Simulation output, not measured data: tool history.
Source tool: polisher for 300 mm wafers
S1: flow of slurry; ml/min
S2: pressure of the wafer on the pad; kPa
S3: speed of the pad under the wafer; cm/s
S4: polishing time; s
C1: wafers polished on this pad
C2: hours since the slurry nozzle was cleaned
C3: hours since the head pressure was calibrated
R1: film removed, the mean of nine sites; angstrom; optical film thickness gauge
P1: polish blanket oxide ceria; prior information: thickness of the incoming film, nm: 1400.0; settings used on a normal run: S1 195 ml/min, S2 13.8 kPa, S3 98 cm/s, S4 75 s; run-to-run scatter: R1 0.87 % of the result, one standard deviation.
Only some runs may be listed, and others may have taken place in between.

Run 1, hour 14.7: S1 195 ml/min, S2 13.8 kPa, S3 98 cm/s, S4 75 s; C1 678; C2 200.3; C3 572.6. Result: R1 2046.60 angstrom.
Run 2, hour 29.7: S1 195 ml/min, S2 13.8 kPa, S3 98 cm/s, S4 75 s; C1 802; C2 215.3; C3 587.6. Result: R1 2097.60 angstrom.
Run 3, hour 43.7: S1 195 ml/min, S2 13.8 kPa, S3 98 cm/s, S4 75 s; C1 918; C2 229.3; C3 601.6. Result: R1 2070.90 angstrom.
Run 4, hour 52.1: S1 195 ml/min, S2 13.8 kPa, S3 98 cm/s, S4 75 s; C1 988; C2 237.7; C3 610.0. Result: R1 2075.40 angstrom.
At hour 65.6: slurry nozzle cleaned.
Run 5, hour 67.8: S1 280 ml/min, S2 17.2 kPa, S3 98 cm/s, S4 75 s; C1 1118; C2 2.2; C3 625.7. Result: R1 2705.90 angstrom.
Run 6, hour 83.9: S1 195 ml/min, S2 13.8 kPa, S3 152 cm/s, S4 75 s; C1 1252; C2 18.3; C3 641.8. Result: R1 3249.20 angstrom.
At hour 95.1: head pressure recalibrated.
Run 7, hour 97.5: S1 195 ml/min, S2 13.8 kPa, S3 98 cm/s, S4 47 s; C1 1365; C2 31.9; C3 2.5. Result: R1 1289.20 angstrom.
Run 8, hour 109.0: S1 195 ml/min, S2 6.2 kPa, S3 98 cm/s, S4 75 s; C1 1460; C2 43.4; C3 14.0. Result: R1 935.92 angstrom.
Run 9, hour 122.9: S1 195 ml/min, S2 20.0 kPa, S3 98 cm/s, S4 75 s; C1 1576; C2 57.3; C3 27.9. Result: R1 3006.70 angstrom.
Run 10, hour 135.5: S1 255 ml/min, S2 13.8 kPa, S3 98 cm/s, S4 75 s; C1 1680; C2 69.9; C3 40.5. Result: R1 2189.80 angstrom.
Run 11, hour 144.3: S1 300 ml/min, S2 13.8 kPa, S3 98 cm/s, S4 53 s; C1 1754; C2 78.7; C3 49.3. Result: R1 1514.30 angstrom.
Run 12, hour 159.6: S1 115 ml/min, S2 13.8 kPa, S3 98 cm/s, S4 75 s; C1 1881; C2 94.0; C3 64.6. Result: R1 1878.80 angstrom.
Run 13, hour 169.0: S1 195 ml/min, S2 13.8 kPa, S3 98 cm/s, S4 117 s; C1 1959; C2 103.4; C3 74.0. Result: R1 3186.50 angstrom.
Run 14, hour 184.3: S1 195 ml/min, S2 13.8 kPa, S3 60 cm/s, S4 75 s; C1 2086; C2 118.7; C3 89.3. Result: R1 1255.90 angstrom.
Run 15, hour 197.4: S1 195 ml/min, S2 13.8 kPa, S3 98 cm/s, S4 75 s; C1 2194; C2 131.8; C3 102.4. Result: R1 2044.70 angstrom.
Run 16, hour 207.2: S1 195 ml/min, S2 13.8 kPa, S3 98 cm/s, S4 75 s; C1 2276; C2 141.6; C3 112.2. Result: R1 1999.70 angstrom.
Run 17, hour 221.7: S1 195 ml/min, S2 13.8 kPa, S3 98 cm/s, S4 75 s; C1 2396; C2 156.1; C3 126.7. Result: R1 1988.20 angstrom.
At hour 226.7: worn pad replaced by a new one.
Run 18, hour 237.7: S1 195 ml/min, S2 13.8 kPa, S3 98 cm/s, S4 75 s; C1 91; C2 172.1; C3 142.7. Result: R1 1964.70 angstrom.
Run 19, hour 248.2: S1 195 ml/min, S2 13.8 kPa, S3 98 cm/s, S4 75 s; C1 179; C2 182.6; C3 153.2. Result: R1 1927.30 angstrom.
Run 20, hour 265.5: S1 195 ml/min, S2 13.8 kPa, S3 98 cm/s, S4 75 s; C1 322; C2 199.9; C3 170.5. Result: R1 1934.40 angstrom.
Run 21, hour 274.8: S1 195 ml/min, S2 13.8 kPa, S3 98 cm/s, S4 75 s; C1 399; C2 209.2; C3 179.8. Result: R1 1928.20 angstrom.

What P1 gives has crept away from where it was. These 2 causes fit the log equally well, each at the size given:
A: head's pressure below its setpoint, % = 5.96
B: slurry flow missing at the pad, % = 31.7
The creep began at about hour 197.4.
What rules out each remaining cause:
removal rate lost through wear of the pad, %: serviced at hour 226.7, after the drift had started, without restoring the earlier output

The list below offers 4 check runs, each averaging the results of 3 wafers, and shows each result as a question mark. For which of them would the listed causes give clearly different results?
Run check 1, hour 284.1: S1 195 ml/min, S2 6.2 kPa, S3 134 cm/s, S4 75 s. Result: R1 ?.
Run check 2, hour 284.1: S1 115 ml/min, S2 7.6 kPa, S3 98 cm/s, S4 75 s. Result: R1 ?.
Run check 3, hour 284.1: S1 195 ml/min, S2 13.8 kPa, S3 68 cm/s, S4 115 s. Result: R1 ?.
Run check 4, hour 284.1: S1 195 ml/min, S2 13.8 kPa, S3 148 cm/s, S4 117 s. Result: R1 ?.

Outcome of each check run for each possible cause:
  check  result     if A     if B
check 1      R1  1197.70  1197.70
check 2      R1   976.96   940.93
check 3      R1  2071.00  2070.90
check 4      R1  4585.80  4585.70
How far apart the two closest causes lie, in the result that separates them most: check 1 0 %; check 2 3.76 %; check 3 0 %; check 4 0 %
Only in check 2 would the causes give clearly different results; in the remaining checks their results would be nearly the same.

Check 2 was carried out, with these results: R1 981.07 angstrom. Which of the listed causes is responsible?

It is A: head's pressure below its setpoint, %.
